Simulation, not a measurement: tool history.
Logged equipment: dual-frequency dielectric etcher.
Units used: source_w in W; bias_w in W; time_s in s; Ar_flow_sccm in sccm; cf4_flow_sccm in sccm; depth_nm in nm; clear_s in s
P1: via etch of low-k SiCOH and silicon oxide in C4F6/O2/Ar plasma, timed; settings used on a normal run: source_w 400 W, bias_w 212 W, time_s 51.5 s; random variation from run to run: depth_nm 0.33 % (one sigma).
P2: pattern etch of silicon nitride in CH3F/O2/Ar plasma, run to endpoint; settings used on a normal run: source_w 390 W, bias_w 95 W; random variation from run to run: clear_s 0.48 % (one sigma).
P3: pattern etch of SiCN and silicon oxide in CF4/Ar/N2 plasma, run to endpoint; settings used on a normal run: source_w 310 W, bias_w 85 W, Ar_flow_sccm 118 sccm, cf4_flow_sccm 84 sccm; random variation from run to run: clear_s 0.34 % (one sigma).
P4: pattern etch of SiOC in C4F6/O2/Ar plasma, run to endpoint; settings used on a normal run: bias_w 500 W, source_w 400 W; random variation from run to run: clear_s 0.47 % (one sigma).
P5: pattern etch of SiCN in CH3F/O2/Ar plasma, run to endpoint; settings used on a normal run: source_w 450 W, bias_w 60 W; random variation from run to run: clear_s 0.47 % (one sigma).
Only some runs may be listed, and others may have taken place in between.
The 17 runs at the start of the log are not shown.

| run | hour | process | source_w | bias_w | time_s | Ar_flow_sccm | cf4_flow_sccm | depth_nm | clear_s |
|---|---|---|---|---|---|---|---|---|---|
| 18 | 186.7 | P5 | 450 | 60 |  |  |  |  | 22.427 |
| 19 | 200.3 | P1 | 400 | 159 | 68.5 |  |  | 166.52 |  |
| 20 | 213.1 | P4 | 520 | 500 |  |  |  |  | 15.569 |
| 21 | 224 | P3 | 310 | 85 |  | 118 | 84 |  | 25.696 |
| 22 | 234.5 | P3 | 310 | 85 |  | 118 | 118 |  | 24.846 |
| 23 | 248.1 | P2 | 390 | 61 |  |  |  |  | 77.251 |
| 24 | 258.3 | P2 | 390 | 95 |  |  |  |  | 64.845 |
| 25 | 265.8 | P1 | 400 | 212 | 28.5 |  |  | 76.015 |  |
| 26 | 274.5 | P1 | 320 | 212 | 51.5 |  |  | 125.09 |  |
| 27 | 287.2 | P1 | 400 | 163 | 51.5 |  |  | 125.46 |  |
| 28 | 299.2 | P1 | 400 | 212 | 51.5 |  |  | 136.65 |  |
| 29 | 308 | P1 | 400 | 212 | 51.5 |  |  | 135.17 |  |
| 30 | 321.3 | P1 | 400 | 212 | 51.5 |  |  | 136.09 |  |
| 31 | 327.9 | P1 | 400 | 212 | 51.5 |  |  | 134.84 |  |

Run 32, settings as shown, results not yet in. Your forecast:
|  | 328.7 | wet clean of the chamber |
| 32 | 341.9 | P1 | 400 | 212 | 51.5 |  |  | ? |  |

depth_nm: 135.1 nm

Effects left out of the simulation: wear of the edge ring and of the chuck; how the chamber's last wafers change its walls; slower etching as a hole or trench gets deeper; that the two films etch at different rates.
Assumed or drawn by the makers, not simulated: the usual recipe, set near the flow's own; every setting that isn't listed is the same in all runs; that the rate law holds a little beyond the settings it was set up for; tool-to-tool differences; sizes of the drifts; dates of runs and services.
